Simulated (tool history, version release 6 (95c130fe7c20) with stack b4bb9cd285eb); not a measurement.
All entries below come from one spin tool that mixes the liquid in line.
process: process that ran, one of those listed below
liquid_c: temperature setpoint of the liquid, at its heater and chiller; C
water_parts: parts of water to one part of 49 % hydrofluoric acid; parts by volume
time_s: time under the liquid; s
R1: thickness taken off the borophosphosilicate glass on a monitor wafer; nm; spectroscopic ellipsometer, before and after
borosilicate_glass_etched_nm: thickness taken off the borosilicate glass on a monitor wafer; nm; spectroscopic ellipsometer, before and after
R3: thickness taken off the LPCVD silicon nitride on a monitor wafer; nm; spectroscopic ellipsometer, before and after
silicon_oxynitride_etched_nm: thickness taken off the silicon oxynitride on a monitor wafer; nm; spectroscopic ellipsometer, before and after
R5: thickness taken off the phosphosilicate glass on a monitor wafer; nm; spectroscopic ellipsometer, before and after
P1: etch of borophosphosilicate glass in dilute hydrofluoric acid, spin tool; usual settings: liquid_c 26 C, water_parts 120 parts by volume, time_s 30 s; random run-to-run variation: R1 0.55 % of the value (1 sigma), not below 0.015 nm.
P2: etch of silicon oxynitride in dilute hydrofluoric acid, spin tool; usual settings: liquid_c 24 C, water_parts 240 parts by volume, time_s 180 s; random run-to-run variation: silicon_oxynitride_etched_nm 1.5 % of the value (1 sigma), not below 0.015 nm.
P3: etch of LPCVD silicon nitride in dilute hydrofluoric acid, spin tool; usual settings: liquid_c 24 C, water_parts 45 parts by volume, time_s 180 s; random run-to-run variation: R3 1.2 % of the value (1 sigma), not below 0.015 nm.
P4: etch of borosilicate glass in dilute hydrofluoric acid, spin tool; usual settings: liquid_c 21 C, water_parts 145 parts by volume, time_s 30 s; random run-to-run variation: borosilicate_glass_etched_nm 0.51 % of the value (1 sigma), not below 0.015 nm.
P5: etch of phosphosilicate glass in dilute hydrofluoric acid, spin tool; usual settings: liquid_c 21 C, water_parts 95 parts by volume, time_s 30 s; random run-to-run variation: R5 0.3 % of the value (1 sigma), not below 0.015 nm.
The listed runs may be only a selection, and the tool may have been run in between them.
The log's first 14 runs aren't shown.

{"run": 15, "hour": 210.7, "process": "P1", "liquid_c": 31.5, "water_parts": 120, "time_s": 30, "R1": 8.4552}
{"run": 16, "hour": 228.8, "process": "P2", "liquid_c": 31, "water_parts": 240, "time_s": 180, "silicon_oxynitride_etched_nm": 2.4034}
{"run": 17, "hour": 239.2, "process": "P4", "liquid_c": 21, "water_parts": 205, "time_s": 30, "borosilicate_glass_etched_nm": 5.0593}
{"run": 18, "hour": 257.1, "process": "P1", "liquid_c": 31.5, "water_parts": 160, "time_s": 30, "R1": 5.9906}
{"run": 19, "hour": 273.8, "process": "P4", "liquid_c": 21, "water_parts": 145, "time_s": 15, "borosilicate_glass_etched_nm": 3.8465}
{"run": 20, "hour": 283.3, "process": "P3", "liquid_c": 24, "water_parts": 75, "time_s": 180, "R3": 1.1023}
{"run": 21, "hour": 297.7, "process": "P5", "liquid_c": 21, "water_parts": 180, "time_s": 30, "R5": 15.816}
{"run": 22, "hour": 306.6, "process": "P3", "liquid_c": 24, "water_parts": 45, "time_s": 15, "R3": 0.14268}
{"run": 23, "hour": 318.9, "process": "P1", "liquid_c": 26, "water_parts": 120, "time_s": 15, "R1": 3.4902}
{"run": 24, "hour": 332.4, "process": "P1", "liquid_c": 26, "water_parts": 120, "time_s": 30, "R1": 6.8026}
{"run": 25, "hour": 348.9, "process": "P5", "liquid_c": 21, "water_parts": 95, "time_s": 30, "R5": 32.842}
{"run": 26, "hour": 366.7, "process": "P4", "liquid_c": 21, "water_parts": 145, "time_s": 30, "borosilicate_glass_etched_nm": 7.626}
{"run": 27, "hour": 382.5, "process": "P1", "liquid_c": 26, "water_parts": 120, "time_s": 30, "R1": 6.8985}
{"run": 28, "hour": 400.2, "process": "P2", "liquid_c": 24, "water_parts": 425, "time_s": 180, "silicon_oxynitride_etched_nm": 0.88906}
{"run": 29, "hour": 416.1, "process": "P3", "liquid_c": 24, "water_parts": 45, "time_s": 180, "R3": 1.8407}
{"run": 30, "hour": 425.6, "process": "P1", "liquid_c": 26, "water_parts": 120, "time_s": 30, "R1": 6.8955}
{"run": 31, "hour": 439.8, "process": "P4", "liquid_c": 25, "water_parts": 145, "time_s": 30, "borosilicate_glass_etched_nm": 8.9293}
{"run": 32, "hour": 456.1, "process": "P2", "liquid_c": 24, "water_parts": 240, "time_s": 180, "silicon_oxynitride_etched_nm": 1.806}
{"run": 33, "hour": 466.0, "process": "P1", "liquid_c": 26, "water_parts": 120, "time_s": 30, "R1": 6.9928}
{"run": 34, "hour": 477.5, "process": "P1", "liquid_c": 26, "water_parts": 120, "time_s": 30, "R1": 6.9408}
{"run": 35, "hour": 485.7, "process": "P1", "liquid_c": 26, "water_parts": 120, "time_s": 30, "R1": 6.8281}
{"run": 36, "hour": 502.7, "process": "P1", "liquid_c": 26, "water_parts": 120, "time_s": 30, "R1": 6.6569}
{"run": 37, "hour": 519.2, "process": "P1", "liquid_c": 26, "water_parts": 120, "time_s": 30, "R1": 6.5587}
{"run": 38, "hour": 537.1, "process": "P1", "liquid_c": 26, "water_parts": 120, "time_s": 30, "R1": 6.4382}
{"run": 39, "hour": 551.7, "process": "P1", "liquid_c": 26, "water_parts": 120, "time_s": 30, "R1": 6.4138}

What does the tool deliver on the next run?
{"run": 40, "hour": 561.2, "process": "P1", "liquid_c": 26, "water_parts": 120, "time_s": 30, "R1": "?"}

{"run 40": {"R1": 6.3873}}
